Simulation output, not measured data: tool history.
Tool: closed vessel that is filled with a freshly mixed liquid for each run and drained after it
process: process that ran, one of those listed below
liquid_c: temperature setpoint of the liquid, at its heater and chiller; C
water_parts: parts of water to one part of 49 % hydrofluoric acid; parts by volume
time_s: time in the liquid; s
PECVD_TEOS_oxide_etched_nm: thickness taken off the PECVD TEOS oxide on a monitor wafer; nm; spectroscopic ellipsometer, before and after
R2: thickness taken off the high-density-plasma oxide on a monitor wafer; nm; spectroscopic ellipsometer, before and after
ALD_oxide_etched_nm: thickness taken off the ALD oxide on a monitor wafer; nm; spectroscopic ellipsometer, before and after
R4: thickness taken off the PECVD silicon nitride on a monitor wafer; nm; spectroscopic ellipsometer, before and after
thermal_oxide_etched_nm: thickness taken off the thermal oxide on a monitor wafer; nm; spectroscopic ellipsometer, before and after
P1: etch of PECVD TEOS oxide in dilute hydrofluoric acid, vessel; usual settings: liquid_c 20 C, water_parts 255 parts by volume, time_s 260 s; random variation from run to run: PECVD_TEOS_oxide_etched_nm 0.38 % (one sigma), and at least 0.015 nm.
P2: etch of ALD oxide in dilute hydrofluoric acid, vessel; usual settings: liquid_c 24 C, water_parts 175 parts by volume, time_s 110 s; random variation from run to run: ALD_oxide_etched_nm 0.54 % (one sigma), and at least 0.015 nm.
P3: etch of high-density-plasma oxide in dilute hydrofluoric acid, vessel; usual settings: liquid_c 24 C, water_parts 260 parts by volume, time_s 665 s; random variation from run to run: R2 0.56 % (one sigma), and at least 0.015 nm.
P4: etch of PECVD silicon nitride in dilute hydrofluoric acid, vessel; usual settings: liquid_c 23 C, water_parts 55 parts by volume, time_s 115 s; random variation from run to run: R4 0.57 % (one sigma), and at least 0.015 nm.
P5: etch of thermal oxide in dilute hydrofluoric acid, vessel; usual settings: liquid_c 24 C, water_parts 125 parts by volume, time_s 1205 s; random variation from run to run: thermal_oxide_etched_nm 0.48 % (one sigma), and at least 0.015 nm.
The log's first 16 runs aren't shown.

run 17 day=5.138 | process=P4 liquid_c=23 water_parts=55 time_s=115 | R4=7.5088
run 18 day=5.371 | process=P1 liquid_c=26.5 water_parts=400 time_s=260 | PECVD_TEOS_oxide_etched_nm=5.0842
run 19 day=5.725 | process=P1 liquid_c=17 water_parts=65 time_s=260 | PECVD_TEOS_oxide_etched_nm=30.735
run 20 day=6.067 | process=P1 liquid_c=20 water_parts=255 time_s=145 | PECVD_TEOS_oxide_etched_nm=4.0419
run 21 day=6.35 | process=P5 liquid_c=24 water_parts=25 time_s=1205 | thermal_oxide_etched_nm=252.31
run 22 day=6.758 | process=P2 liquid_c=24 water_parts=315 time_s=110 | ALD_oxide_etched_nm=2.862
run 23 day=6.954 | process=P3 liquid_c=24 water_parts=475 time_s=665 | R2=4.8398
run 24 day=7.162 | process=P5 liquid_c=24 water_parts=125 time_s=2020 | thermal_oxide_etched_nm=74.484
run 25 day=7.417 | process=P5 liquid_c=24 water_parts=125 time_s=1205 | thermal_oxide_etched_nm=44.494
run 26 day=7.7 | process=P1 liquid_c=20 water_parts=440 time_s=260 | PECVD_TEOS_oxide_etched_nm=3.6152
run 27 day=8.079 | process=P4 liquid_c=30.5 water_parts=55 time_s=115 | R4=12.155
run 28 day=8.267 | process=P3 liquid_c=29.5 water_parts=260 time_s=665 | R2=12.926
run 29 day=8.621 | process=P1 liquid_c=20 water_parts=255 time_s=260 | PECVD_TEOS_oxide_etched_nm=7.2957
run 30 day=8.938 | process=P4 liquid_c=23 water_parts=90 time_s=115 | R4=4.5725
run 31 day=9.167 | process=P5 liquid_c=30.5 water_parts=125 time_s=1205 | thermal_oxide_etched_nm=56.815
run 32 day=9.425 | process=P1 liquid_c=20 water_parts=255 time_s=260 | PECVD_TEOS_oxide_etched_nm=7.2507
run 33 day=9.804 | process=P1 liquid_c=20 water_parts=255 time_s=260 | PECVD_TEOS_oxide_etched_nm=7.0397
run 34 day=10.208 | process=P1 liquid_c=20 water_parts=255 time_s=260 | PECVD_TEOS_oxide_etched_nm=6.8397
run 35 day=10.562 | process=P1 liquid_c=20 water_parts=255 time_s=260 | PECVD_TEOS_oxide_etched_nm=6.7566
run 36 day=10.929 | process=P1 liquid_c=20 water_parts=255 time_s=260 | PECVD_TEOS_oxide_etched_nm=6.6722
run 37 day=11.129 | process=P1 liquid_c=20 water_parts=255 time_s=260 | PECVD_TEOS_oxide_etched_nm=6.6734

The next listed run, before its measurement:
run 38 day=11.525 | process=P1 liquid_c=20 water_parts=255 time_s=260 | PECVD_TEOS_oxide_etched_nm=?

Run 38 gave PECVD_TEOS_oxide_etched_nm 6.7152 nm.

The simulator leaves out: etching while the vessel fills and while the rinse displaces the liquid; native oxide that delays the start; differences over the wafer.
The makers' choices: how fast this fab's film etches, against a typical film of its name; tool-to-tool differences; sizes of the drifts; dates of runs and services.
